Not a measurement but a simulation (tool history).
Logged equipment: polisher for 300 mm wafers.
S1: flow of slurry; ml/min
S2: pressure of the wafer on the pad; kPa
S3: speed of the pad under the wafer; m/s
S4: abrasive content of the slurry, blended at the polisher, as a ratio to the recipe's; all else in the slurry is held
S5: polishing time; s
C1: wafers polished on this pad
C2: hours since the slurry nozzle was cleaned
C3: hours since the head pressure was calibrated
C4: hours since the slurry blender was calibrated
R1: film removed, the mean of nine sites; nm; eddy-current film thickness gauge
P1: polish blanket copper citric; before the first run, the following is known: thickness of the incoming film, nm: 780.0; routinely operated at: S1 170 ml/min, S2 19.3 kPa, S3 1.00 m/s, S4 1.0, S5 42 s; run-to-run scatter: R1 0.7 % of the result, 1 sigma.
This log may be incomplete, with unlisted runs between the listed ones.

| run | day | S1 | S2 | S3 | S4 | S5 | C1 | C2 | C3 | C4 | R1 |
|---|---|---|---|---|---|---|---|---|---|---|---|
| 1 | 0.221 | 170 | 19.3 | 1.00 | 1.0 | 42 | 648 | 312.5 | 499.4 | 78.1 | 70.528 |
| 2 | 0.404 | 170 | 19.3 | 1.00 | 1.0 | 42 | 698 | 316.9 | 503.8 | 82.5 | 70.845 |
|  | 0.638 | slurry blender recalibrated |
| 3 | 0.679 | 170 | 19.3 | 1.36 | 1.0 | 42 | 773 | 323.5 | 510.4 | 1.0 | 95.241 |
| 4 | 0.896 | 170 | 11.7 | 1.00 | 1.0 | 42 | 833 | 328.7 | 515.6 | 6.2 | 43.424 |
| 5 | 1.183 | 245 | 19.3 | 1.00 | 1.0 | 42 | 911 | 335.6 | 522.5 | 13.1 | 73.771 |
| 6 | 1.362 | 170 | 19.3 | 1.00 | 1.0 | 42 | 960 | 339.9 | 526.8 | 17.4 | 71.611 |
| 7 | 1.488 | 170 | 19.3 | 1.00 | 1.0 | 42 | 994 | 342.9 | 529.8 | 20.4 | 70.386 |
| 8 | 1.642 | 170 | 24.8 | 1.00 | 1.0 | 42 | 1036 | 346.6 | 533.5 | 24.1 | 89.661 |
|  | 1.746 | head pressure recalibrated |
| 9 | 1.821 | 170 | 19.3 | 1.00 | 1.0 | 42 | 1085 | 350.9 | 1.9 | 28.4 | 70.513 |
| 10 | 2.058 | 170 | 19.3 | 1.00 | 1.0 | 63 | 1150 | 356.6 | 7.6 | 34.1 | 104.990 |
| 11 | 2.221 | 170 | 19.3 | 0.44 | 1.0 | 52 | 1195 | 360.5 | 11.5 | 38.0 | 39.657 |
| 12 | 2.371 | 170 | 19.3 | 1.00 | 1.0 | 28 | 1236 | 364.1 | 15.1 | 41.6 | 46.842 |
| 13 | 2.612 | 170 | 19.3 | 0.50 | 1.0 | 42 | 1302 | 369.9 | 20.9 | 47.4 | 36.216 |
| 14 | 2.754 | 170 | 19.3 | 1.00 | 1.0 | 42 | 1340 | 373.3 | 24.3 | 50.8 | 69.685 |
| 15 | 2.954 | 170 | 19.3 | 1.00 | 0.7 | 42 | 1395 | 378.1 | 29.1 | 55.6 | 65.630 |

Run 16, settings as shown, results not yet in. Your forecast:
| 16 | 3.229 | 100 | 19.3 | 1.00 | 1.0 | 42 | 1470 | 384.7 | 35.7 | 62.2 | ? |

R1: 63.421 nm

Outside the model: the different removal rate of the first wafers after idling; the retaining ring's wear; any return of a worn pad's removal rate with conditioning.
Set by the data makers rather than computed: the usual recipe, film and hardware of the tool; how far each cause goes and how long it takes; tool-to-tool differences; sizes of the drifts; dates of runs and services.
